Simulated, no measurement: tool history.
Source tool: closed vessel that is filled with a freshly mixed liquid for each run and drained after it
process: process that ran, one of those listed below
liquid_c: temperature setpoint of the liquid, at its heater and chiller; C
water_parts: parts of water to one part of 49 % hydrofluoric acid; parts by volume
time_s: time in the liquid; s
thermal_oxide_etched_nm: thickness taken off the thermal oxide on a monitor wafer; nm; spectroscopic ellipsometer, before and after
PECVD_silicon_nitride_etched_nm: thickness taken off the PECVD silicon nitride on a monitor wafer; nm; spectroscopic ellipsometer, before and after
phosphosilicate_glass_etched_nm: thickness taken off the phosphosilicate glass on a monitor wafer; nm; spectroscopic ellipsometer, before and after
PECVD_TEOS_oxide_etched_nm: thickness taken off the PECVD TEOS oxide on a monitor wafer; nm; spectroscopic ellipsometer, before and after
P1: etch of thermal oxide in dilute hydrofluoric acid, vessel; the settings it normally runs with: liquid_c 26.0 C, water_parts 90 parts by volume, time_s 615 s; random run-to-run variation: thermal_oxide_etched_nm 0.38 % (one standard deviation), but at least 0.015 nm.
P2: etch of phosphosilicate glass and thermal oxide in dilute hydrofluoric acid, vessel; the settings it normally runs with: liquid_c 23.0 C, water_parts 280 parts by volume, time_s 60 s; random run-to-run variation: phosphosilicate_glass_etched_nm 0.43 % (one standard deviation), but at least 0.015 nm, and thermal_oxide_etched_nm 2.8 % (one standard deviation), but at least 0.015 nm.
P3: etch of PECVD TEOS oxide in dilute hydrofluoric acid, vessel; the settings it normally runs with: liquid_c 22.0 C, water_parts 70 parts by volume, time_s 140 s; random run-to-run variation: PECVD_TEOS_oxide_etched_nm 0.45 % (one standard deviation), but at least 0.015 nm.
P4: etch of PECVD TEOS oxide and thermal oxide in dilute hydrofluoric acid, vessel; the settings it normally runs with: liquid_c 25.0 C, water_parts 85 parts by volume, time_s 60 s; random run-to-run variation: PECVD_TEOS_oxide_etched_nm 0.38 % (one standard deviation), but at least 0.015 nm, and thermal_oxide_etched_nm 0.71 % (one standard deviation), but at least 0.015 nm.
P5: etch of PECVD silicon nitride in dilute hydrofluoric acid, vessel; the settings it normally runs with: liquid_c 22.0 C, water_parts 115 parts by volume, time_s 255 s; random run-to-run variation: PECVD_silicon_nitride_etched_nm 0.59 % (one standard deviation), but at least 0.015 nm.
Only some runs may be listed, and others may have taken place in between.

run,day,process,liquid_c,water_parts,time_s,thermal_oxide_etched_nm,PECVD_silicon_nitride_etched_nm,phosphosilicate_glass_etched_nm,PECVD_TEOS_oxide_etched_nm
1,0.404,P1,26.0,90,615,34.82500,,,
2,0.929,P1,26.0,90,615,34.82000,,,
3,1.342,P5,22.0,55,255,,10.5440,,
4,1.942,P5,17.0,115,255,,3.6322,,
5,2.442,P5,22.0,115,95,,1.9138,,
6,2.950,P1,26.0,90,615,34.55500,,,
7,3.408,P2,23.0,280,30,0.38261,,8.6468,
8,3.779,P1,26.0,90,615,34.78900,,,
9,4.100,P3,22.0,70,140,,,,48.4470
10,4.404,P2,23.0,90,60,2.94440,,65.3530,
11,4.867,P1,18.5,90,615,25.65300,,,
12,5.304,P1,26.0,90,310,17.53100,,,
13,5.646,P1,26.0,155,615,18.54600,,,
14,6.229,P1,26.0,90,1030,58.34100,,,
15,6.704,P1,26.0,55,910,88.18000,,,
16,7.167,P1,26.0,90,615,34.82200,,,
17,7.550,P1,26.0,25,615,135.95000,,,
18,7.858,P3,28.0,70,140,,,,61.8470
19,8.300,P1,30.0,90,615,40.56400,,,
20,8.842,P4,25.0,85,60,3.46000,,,19.4960
21,9.367,P2,17.0,280,60,0.60893,,13.8800,
22,9.817,P4,25.0,85,30,1.74210,,,9.6997
23,10.412,P1,26.0,90,615,34.83400,,,
24,10.992,P4,25.0,130,60,2.19380,,,12.0040
25,11.433,P3,22.0,70,30,,,,10.5380
26,11.767,P3,22.0,100,140,,,,32.6140
27,12.338,P3,22.0,70,140,,,,49.0080
28,12.758,P2,23.0,280,60,0.72511,,17.3210,
29,13.050,P1,26.0,90,615,34.51500,,,
30,13.375,P5,22.0,115,255,,5.0651,,
31,13.821,P4,18.0,85,60,2.55810,,,14.5650
32,14.233,P1,26.0,90,615,34.69800,,,
33,14.825,P1,26.0,90,615,36.44500,,,
34,15.167,P1,26.0,90,615,36.66900,,,
35,15.612,P1,26.0,90,615,37.10200,,,
36,15.908,P1,26.0,90,615,37.62900,,,
37,16.429,P1,26.0,90,615,37.37600,,,
38,16.958,P1,26.0,90,615,37.53500,,,
39,17.225,P1,26.0,90,615,37.51300,,,

Something has made what P1 gives creep away from where it was; the 2 causes below, each at its own stated size, fit the log equally well:
A: liquid hotter than its thermometer reads (K) = 1.97
B: hydrofluoric acid flow above the setpoint (%) = 7.1
At approximately day 14.233, the process output began to creep.

Of the 4 check runs listed below, each run on one wafer and each result written as a question mark, which would let you distinguish the listed causes because they would give clearly different results?
check 1,17.492,P5,17.0,115,255,,?,,
check 2,17.492,P2,23.0,180,60,?,,?,
check 3,17.492,P3,22.0,70,30,,,,?
check 4,17.492,P4,25.0,125,30,?,,,?

How each check would come out, cause by cause:
check,result,if A,if B
check 1,PECVD_silicon_nitride_etched_nm,4.1387,3.8617
check 2,thermal_oxide_etched_nm,1.45950,1.47080
check 2,phosphosilicate_glass_etched_nm,31.8940,32.1400
check 3,PECVD_TEOS_oxide_etched_nm,11.3030,11.2340
check 4,thermal_oxide_etched_nm,1.21590,1.22020
check 4,PECVD_TEOS_oxide_etched_nm,6.7618,6.7857
Per check, the gap between the least separated pair of causes, taken in the result that splits them most: check 1 6.93 %; check 2 0.77 %; check 3 0.62 %; check 4 0.35 %
Of the check runs offered, only check 1 discriminates between the causes; the rest would read about the same regardless of which cause applies.

After running check 1, the following was obtained: PECVD_silicon_nitride_etched_nm 4.1112 nm. Which cause does this point to?

A is the cause: liquid hotter than its thermometer reads (K).
